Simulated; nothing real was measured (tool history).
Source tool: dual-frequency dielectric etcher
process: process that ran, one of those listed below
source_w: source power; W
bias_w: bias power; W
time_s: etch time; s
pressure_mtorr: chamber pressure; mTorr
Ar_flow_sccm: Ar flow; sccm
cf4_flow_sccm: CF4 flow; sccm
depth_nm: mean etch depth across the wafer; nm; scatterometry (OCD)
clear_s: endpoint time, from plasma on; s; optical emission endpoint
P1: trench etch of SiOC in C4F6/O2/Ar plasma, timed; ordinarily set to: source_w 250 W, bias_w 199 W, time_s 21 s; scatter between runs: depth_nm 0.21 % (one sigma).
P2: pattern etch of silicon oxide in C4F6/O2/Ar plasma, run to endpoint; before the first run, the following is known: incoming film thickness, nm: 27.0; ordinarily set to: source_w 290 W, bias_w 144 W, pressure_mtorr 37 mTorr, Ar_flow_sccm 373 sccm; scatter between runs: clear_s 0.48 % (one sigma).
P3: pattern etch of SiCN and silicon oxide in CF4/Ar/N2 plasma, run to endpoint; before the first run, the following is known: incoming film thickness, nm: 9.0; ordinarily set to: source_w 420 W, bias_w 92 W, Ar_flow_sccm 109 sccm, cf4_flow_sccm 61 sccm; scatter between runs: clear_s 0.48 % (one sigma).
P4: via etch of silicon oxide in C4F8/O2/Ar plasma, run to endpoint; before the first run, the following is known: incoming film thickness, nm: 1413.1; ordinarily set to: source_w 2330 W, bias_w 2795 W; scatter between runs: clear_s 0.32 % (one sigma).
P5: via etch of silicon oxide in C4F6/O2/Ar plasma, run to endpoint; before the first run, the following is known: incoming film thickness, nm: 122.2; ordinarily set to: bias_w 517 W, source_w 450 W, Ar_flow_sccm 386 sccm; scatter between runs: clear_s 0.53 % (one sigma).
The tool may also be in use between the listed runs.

run   hour  process  source_w  bias_w  time_s  pressure_mtorr  Ar_flow_sccm  cf4_flow_sccm  hours since the last wet clean  hours since the last source power generator calibration  hours since the last bias power generator calibration  depth_nm  clear_s
  1   10.7       P1       250     199      21                                                                        452.8                                                    347.7                                                 2311.5    39.003
  2   19.7       P2       290     144                    27.5           373                                          461.8                                                    356.7                                                 2320.5             10.365
  3   30.4       P1       250     160      21                                                                        472.5                                                    367.4                                                 2331.2    36.137
  4     41       P1       250     199    15.5                                                                        483.1                                                      378                                                 2341.8     28.76
  5   52.5       P1       250     199      21                                                                        494.6                                                    389.5                                                 2353.3    38.881
  6   61.5       P3       420      92                                    68             61                           503.6                                                    398.5                                                 2362.3             9.9878
  7   72.7       P5       450     517                                   483                                          514.8                                                    409.7                                                 2373.5             26.656
  8   80.5       P5       450     314                                   386                                          522.6                                                    417.5                                                 2381.3             31.229
  9   91.9       P1       250     259      21                                                                          534                                                    428.9                                                 2392.7    42.606
 10  102.6       P1       250     199      21                                                                        544.7                                                    439.6                                                 2403.4    38.836
 11  115.9       P1       250     199      21                                                                          558                                                    452.9                                                 2416.7    39.016
 12  123.6       P2       290     144                      37           222                                          565.7                                                    460.6                                                 2424.4             10.116
 13  137.6       P4      3040    2795                                                                                579.7                                                    474.6                                                 2438.4             210.41
 14  143.8       P4      2330    2795                                                                                585.9                                                    480.8                                                 2444.6             234.01
 15  157.3       P5       630     517                                   386                                          599.4                                                    494.3                                                 2458.1             22.967
 16  169.5       P3       420      92                                   109             61                           611.6                                                    506.5                                                 2470.3             10.721
 17    184       P1       250     199      21                                                                        626.1                                                      521                                                 2484.8    38.789
 18  196.7       P4      2330    3555                                                                                638.8                                                    533.7                                                 2497.5             217.91
 19  206.5       P3       420      92                                   109             82                           648.6                                                    543.5                                                 2507.3             10.188
 20  220.3       P2       290      86                      37           373                                          662.4                                                    557.3                                                 2521.1             12.404
 21  234.6       P3       420      92                                   109             61                           676.7                                                    571.6                                                 2535.4              10.63
 22  248.1       P1       250     199      21                                                                        690.2                                                    585.1                                                 2548.9    38.904
 23  255.8       P2       290     144                      37           373                                          697.9                                                    592.8                                                 2556.6             10.733
 24    263       P1       250     199    27.5                                                                        705.1                                                      600                                                 2563.8    50.888
 25  272.8       P1       250     272      14                                                                        714.9                                                    609.8                                                 2573.6    28.987
 26  282.6       P3       420      55                                   109             61                           724.7                                                    619.6                                                 2583.4             12.675
 27  291.8       P1       340     199      21                                                                        733.9                                                    628.8                                                 2592.6    43.892
 28  299.6       P4      2330    2795                                                                                741.7                                                    636.6                                                 2600.4             234.22
 29  313.4       P1       250     199      21                                                                        755.5                                                    650.4                                                 2614.2    39.038
 30  327.3       P5       450     517                                   386                                          769.4                                                    664.3                                                 2628.1              25.71
 31  334.7       P1       200     199      21                                                                        776.8                                                    671.7                                                 2635.5    35.704
 32  342.8       P3       570      92                                   109             61                           784.9                                                    679.8                                                 2643.6             8.1199
 33    351       P2       290     144                      37           373                                          793.1                                                      688                                                 2651.8             10.763
 34  358.9       P2       390     144                      37           373                                            801                                                    695.9                                                 2659.7             9.5289
 35  371.9       P1       250     199      21                                                                          814                                                    708.9                                                 2672.7    38.838
 36  380.4       P1       250     199      21                                                                        822.5                                                    717.4                                                 2681.2    38.711
 37  393.3       P1       250     199      21                                                                        835.4                                                    730.3                                                 2694.1    38.597
 38  403.1       P1       250     199      21                                                                        845.2                                                    740.1                                                 2703.9    38.539
       404  -- wet clean of the chamber
 39  414.9       P1       250     199      21                                                                           11                                                    751.9                                                 2715.7    38.405
 40  427.9       P1       250     199      21                                                                           24                                                    764.9                                                 2728.7    38.231
 41  435.2       P1       250     199      21                                                                         31.3                                                    772.2                                                   2736    38.412
 42  446.4       P1       250     199      21                                                                         42.5                                                    783.4                                                 2747.2    38.284
 43  458.3       P1       250     199      21                                                                         54.4                                                    795.3                                                 2759.1    38.297

Compared with where it was, what P1 gives has crept away. Each cause listed below fits the log as well as the rest, at the size given for it:
A: bias power that arrives under what is set, % = 4.29
B: source power that arrives under what is set, % = 3.73
The gradual shift began around hour 371.9.
The rest of the possible causes, and what rules out each one:
chamber walls in a state that lowers the etch rate, %: serviced after onset, at hour 404, with no recovery of the prior output

Of the 4 check runs below, each run on 3 wafers with the results averaged and each result still a question mark, which one would tell the listed causes apart?
check 1  470.2       P3       420      59                                    72             61                                                                                                                                                                  ?
check 2  470.2       P5       580     322                                   386                                                                                                                                                                                 ?
check 3  470.2       P4      2330    3229                                                                                                                                                                                                                       ?
check 4  470.2       P2       290      98                      37           373                                                                                                                                                                                 ?

Outcome of each check run for each possible cause:
  check   result    if A    if B
check 1  clear_s  11.758  11.997
check 2  clear_s  28.348  28.334
check 3  clear_s  227.33  227.59
check 4  clear_s  12.197  12.234
Per-check spread between the two closest causes, in the result where they differ most: check 1 2.01 %; check 2 0.05 %; check 3 0.12 %; check 4 0.31 %
Check 1 is the one run that separates the causes; every other check would come out nearly the same whichever cause is at work.

Running check 1 produced the following: clear_s 11.735 s. Which one of the listed causes fits?

It is A: bias power that arrives under what is set, %.

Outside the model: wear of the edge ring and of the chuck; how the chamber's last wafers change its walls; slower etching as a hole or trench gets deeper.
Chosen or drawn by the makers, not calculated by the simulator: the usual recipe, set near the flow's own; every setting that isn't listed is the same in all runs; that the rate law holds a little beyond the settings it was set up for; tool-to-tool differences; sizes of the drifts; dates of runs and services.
